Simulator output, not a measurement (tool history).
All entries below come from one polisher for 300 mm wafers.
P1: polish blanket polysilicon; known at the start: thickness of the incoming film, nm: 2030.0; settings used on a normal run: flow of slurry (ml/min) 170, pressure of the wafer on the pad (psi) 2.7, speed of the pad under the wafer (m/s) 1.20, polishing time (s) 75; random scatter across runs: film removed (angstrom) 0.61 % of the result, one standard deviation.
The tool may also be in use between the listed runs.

run	hour	flow of slurry (ml/min)	pressure of the wafer on the pad (psi)	speed of the pad under the wafer (m/s)	polishing time (s)	film removed (angstrom)
1	7.2	170	2.7	1.20	75	6438.6
2	11.5	170	2.7	1.20	75	6387.5
3	16.5	170	3.8	1.20	75	9025.9
4	20.0	115	2.7	0.56	75	2770.8
5	23.7	170	2.7	1.20	75	6393.1
6	28.5	170	2.7	1.20	38	3238.1
7	33.7	170	1.4	1.20	75	3308.4
8	38.8	265	2.7	1.20	75	6866.5
9	42.8	170	2.7	1.20	75	6401.8
10	47.0	170	2.7	1.54	42	4600.5
11	54.2	170	2.7	0.86	75	4604.8
12	57.5	170	2.7	1.20	94	8057.8
13	62.4	100	2.7	1.20	75	5770.8
14	68.8	170	2.7	1.60	75	8511.6
15	76.3	170	2.7	1.20	75	6436.3
16	83.8	170	2.7	1.20	75	6278.1
17	91.5	170	2.7	1.20	75	6208.4
18	97.1	170	2.7	1.20	75	6095.6
19	104.5	170	2.7	1.20	75	6070.5
# hour 106.9: worn pad replaced by a new one
20	108.2	170	2.7	1.20	75	6171.9
21	112.8	170	2.7	1.20	75	6117.1
22	116.2	170	2.7	1.20	75	6130.8
23	123.5	170	2.7	1.20	75	6112.3

What P1 gives has crept away from where it was. These 2 causes fit the log equally well, each at the size given:
A: head's pressure below its setpoint, % = 5.47
B: slurry flow missing at the pad, % = 27.1
The creep began at about hour 76.3.
Other possible causes, and why each is ruled out:
removal rate lost through wear of the pad, %: was serviced at hour 106.9, once the creep was under way, yet the earlier output never came back

Each of the check runs listed below is run on 3 wafers and reports their average, with the results left as question marks. Pick the one under which the possible causes would lead to clearly different results.
check 1	130.8	170	1.6	1.20	75	?
check 2	130.8	170	2.7	1.20	51	?
check 3	130.8	170	3.2	1.20	75	?
check 4	130.8	110	2.7	1.20	54	?

Expected result of each check under each candidate cause:
check	result	if A	if B
check 1	film removed (angstrom)	3594.9	3595.1
check 2	film removed (angstrom)	4125.2	4125.4
check 3	film removed (angstrom)	7189.9	7190.2
check 4	film removed (angstrom)	4024.0	3917.3
Per check, the gap between the least separated pair of causes, taken in the result that splits them most: check 1 0 %; check 2 0 %; check 3 0 %; check 4 2.69 %
The causes can be told apart only by check 4. The other checks would give nearly the same results under each of them.

With check 4 done, the readings were: film removed (angstrom) 3906.8. Identify which of the listed causes applies.

The correct cause is B, namely: slurry flow missing at the pad, %.
